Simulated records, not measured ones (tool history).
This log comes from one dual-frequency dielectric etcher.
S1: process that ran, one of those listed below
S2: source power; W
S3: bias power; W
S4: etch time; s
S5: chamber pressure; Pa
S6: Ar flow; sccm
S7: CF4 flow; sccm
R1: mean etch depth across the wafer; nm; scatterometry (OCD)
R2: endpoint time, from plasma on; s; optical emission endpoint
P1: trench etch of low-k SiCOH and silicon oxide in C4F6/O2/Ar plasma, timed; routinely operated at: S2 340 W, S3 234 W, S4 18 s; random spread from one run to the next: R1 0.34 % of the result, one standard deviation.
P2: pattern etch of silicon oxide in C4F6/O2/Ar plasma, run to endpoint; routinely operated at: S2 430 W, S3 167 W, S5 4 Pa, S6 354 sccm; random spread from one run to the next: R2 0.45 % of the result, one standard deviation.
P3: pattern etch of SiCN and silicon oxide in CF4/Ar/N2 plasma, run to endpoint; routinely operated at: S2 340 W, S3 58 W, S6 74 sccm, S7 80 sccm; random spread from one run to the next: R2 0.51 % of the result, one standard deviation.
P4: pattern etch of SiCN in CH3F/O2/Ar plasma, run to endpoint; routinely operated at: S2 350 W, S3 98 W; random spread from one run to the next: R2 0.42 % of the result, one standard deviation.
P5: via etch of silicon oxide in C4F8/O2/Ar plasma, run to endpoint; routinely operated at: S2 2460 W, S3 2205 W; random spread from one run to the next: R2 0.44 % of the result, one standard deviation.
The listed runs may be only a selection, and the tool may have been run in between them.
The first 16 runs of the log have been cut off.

| run | hour | S1 | S2 | S3 | S4 | S5 | S6 | S7 | R1 | R2 |
|---|---|---|---|---|---|---|---|---|---|---|
| 17 | 214.1 | P5 | 1810 | 2205 |  |  |  |  |  | 233.49 |
| 18 | 229.9 | P1 | 340 | 234 | 18 |  |  |  | 55.971 |  |
| 19 | 239.9 | P1 | 340 | 234 | 18 |  |  |  | 56.099 |  |
| 20 | 255.7 | P1 | 420 | 234 | 18 |  |  |  | 60.796 |  |
| 21 | 274.1 | P3 | 340 | 58 |  |  | 52 | 80 |  | 23.946 |
| 22 | 288.5 | P1 | 340 | 234 | 11.5 |  |  |  | 35.909 |  |
| 23 | 304.7 | P2 | 430 | 167 |  | 4 | 280 |  |  | 15.395 |
| 24 | 321.2 | P1 | 340 | 324 | 18 |  |  |  | 62.851 |  |
| 25 | 333.1 | P1 | 340 | 234 | 18 |  |  |  | 56.168 |  |
| 26 | 349.3 | P3 | 340 | 81 |  |  | 74 | 80 |  | 22.704 |
| 27 | 360.4 | P5 | 2460 | 2205 |  |  |  |  |  | 207.34 |
| 28 | 370.6 | P1 | 340 | 234 | 27 |  |  |  | 84.05 |  |
| 29 | 388.5 | P1 | 340 | 234 | 18 |  |  |  | 56.309 |  |
| 30 | 398.9 | P3 | 430 | 58 |  |  | 74 | 80 |  | 20.511 |
| 31 | 414.3 | P1 | 340 | 234 | 18 |  |  |  | 56.219 |  |
| 32 | 429.9 | P1 | 340 | 234 | 18 |  |  |  | 55.503 |  |
| 33 | 441.4 | P1 | 340 | 234 | 18 |  |  |  | 55.024 |  |
|  | 441.9 | wet clean of the chamber |
| 34 | 449.8 | P1 | 340 | 234 | 18 |  |  |  | 55.066 |  |

Expected results for the next run?
| 35 | 462.9 | P1 | 340 | 234 | 18 |  |  |  | ? |  |

{"run 35": {"R1": 55.102}}

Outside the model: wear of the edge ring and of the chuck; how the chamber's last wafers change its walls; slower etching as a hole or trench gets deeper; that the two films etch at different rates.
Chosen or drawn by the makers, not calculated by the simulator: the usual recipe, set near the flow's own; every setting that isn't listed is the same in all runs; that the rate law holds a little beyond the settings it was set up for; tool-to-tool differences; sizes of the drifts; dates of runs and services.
